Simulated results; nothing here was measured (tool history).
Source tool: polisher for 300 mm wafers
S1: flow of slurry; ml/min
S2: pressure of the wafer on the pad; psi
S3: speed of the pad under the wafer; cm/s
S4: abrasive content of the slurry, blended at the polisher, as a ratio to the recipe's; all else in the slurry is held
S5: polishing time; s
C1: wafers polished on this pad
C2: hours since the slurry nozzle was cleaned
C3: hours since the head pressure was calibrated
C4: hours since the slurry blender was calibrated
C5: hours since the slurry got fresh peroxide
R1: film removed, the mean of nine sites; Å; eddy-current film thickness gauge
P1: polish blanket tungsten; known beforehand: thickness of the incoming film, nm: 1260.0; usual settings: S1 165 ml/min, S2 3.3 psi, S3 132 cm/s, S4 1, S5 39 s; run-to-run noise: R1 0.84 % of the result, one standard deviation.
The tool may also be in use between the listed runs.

run	hour	S1	S2	S3	S4	S5	C1	C2	C3	C4	C5	R1
1	8.1	165	3.3	132	1	39	1034	140.5	330.5	225.6	119.4	2514.4
2	18.4	165	3.3	132	1	39	1179	150.8	340.8	235.9	129.7	2527.5
3	26.5	165	3.3	132	1	20	1293	158.9	348.9	244	137.8	1278.4
4	38.3	165	5	132	1	39	1458	170.7	360.7	255.8	149.6	3787
# hour 39.8: worn pad replaced by a new one
5	50.3	165	2	132	1	39	148	182.7	372.7	267.8	161.6	1534.6
6	63.6	165	3.3	132	1	39	335	196	386	281.1	174.9	2534.9
7	71.8	165	3.3	132	1	39	450	204.2	394.2	289.3	183.1	2508.7
# hour 71.9: slurry tank refilled with fresh slurry and peroxide
8	83.2	165	3.3	132	1	39	610	215.6	405.6	300.7	11.3	2549.9
9	97.5	245	3.3	132	1	39	811	229.9	419.9	315	25.6	2625
10	106.4	100	3.3	132	1	39	936	238.8	428.8	323.9	34.5	2294.2
11	117.5	100	3.3	132	1	19	1092	249.9	439.9	335	45.6	1109.1
12	132.3	165	3.3	132	1	39	1300	264.7	454.7	349.8	60.4	2511.3
# hour 133.9: slurry blender recalibrated
13	144.4	165	3.3	132	1.3	39	1471	276.8	466.8	10.6	72.5	2676.7
14	157.3	165	3.3	132	1	57	1652	289.7	479.7	23.5	85.4	3706.6
15	165.1	165	3.3	66	1	39	1761	297.5	487.5	31.3	93.2	1255.7
16	175.4	165	3.3	204	1	39	1906	307.8	497.8	41.6	103.5	3876.3
17	191.9	165	3.3	132	1	39	2138	324.3	514.3	58.1	120	2497.3
18	204.7	165	3.3	132	0.55	39	2318	337.1	527.1	70.9	132.8	2208.9
19	220.8	165	3.3	132	1	39	2544	353.2	543.2	87	148.9	2500.7
20	235.4	165	3.3	132	1	39	2749	367.8	557.8	101.6	163.5	2387.4
21	243.1	165	3.3	132	1	39	2858	375.5	565.5	109.3	171.2	2316.6
# hour 244.6: worn pad replaced by a new one
# hour 252.1: slurry blender recalibrated
22	254.1	165	3.3	132	1	39	133	386.5	576.5	2	182.2	2314.8
# hour 257.8: slurry tank refilled with fresh slurry and peroxide
23	262.7	165	3.3	132	1	39	254	395.1	585.1	10.6	4.9	2349.8
24	270.6	165	3.3	132	1	39	365	403	593	18.5	12.8	2277.1
25	288.3	165	3.3	132	1	39	614	420.7	610.7	36.2	30.5	2316.2

What P1 gives has crept away from where it was. These 2 causes fit the log equally well, each at the size given:
A: slurry flow missing at the pad, % = 38.8
B: head's pressure below its setpoint, % = 9.44
Onset of the creep was near hour 220.8.
Ruled out, with reasons:
removal rate lost through wear of the pad, %: serviced after onset, at hour 244.6, with no recovery of the prior output
abrasive missing from the slurry, %: serviced after onset, at hour 252.1, with no recovery of the prior output
peroxide lost from the slurry, %: serviced after onset, at hour 257.8, with no recovery of the prior output

Of the 4 check runs below, each run on 5 wafers with the results averaged and each result still a question mark, which one would tell the listed causes apart?
check 1	306	165	3.3	74	0.75	39						?
check 2	306	165	4.3	202	1	39						?
check 3	306	240	3.3	132	1	26						?
check 4	306	165	2.2	132	1	39						?

Predicted outcomes, by check and by cause:
check	result	if A	if B
check 1	R1	1195.9	1195.8
check 2	R1	4548.8	4548.6
check 3	R1	1646.6	1599.5
check 4	R1	1520.8	1520.7
Per-check spread between the two closest causes, in the result where they differ most: check 1 0.01 %; check 2 0.01 %; check 3 2.9 %; check 4 0.01 %
The other checks would show nearly matching results whichever cause is true, so check 3 is the only one that separates the causes.

Here is what check 3 returned: R1 1594.8 Å. Which cause is it?

Of the candidate causes, it is B: head's pressure below its setpoint, %.
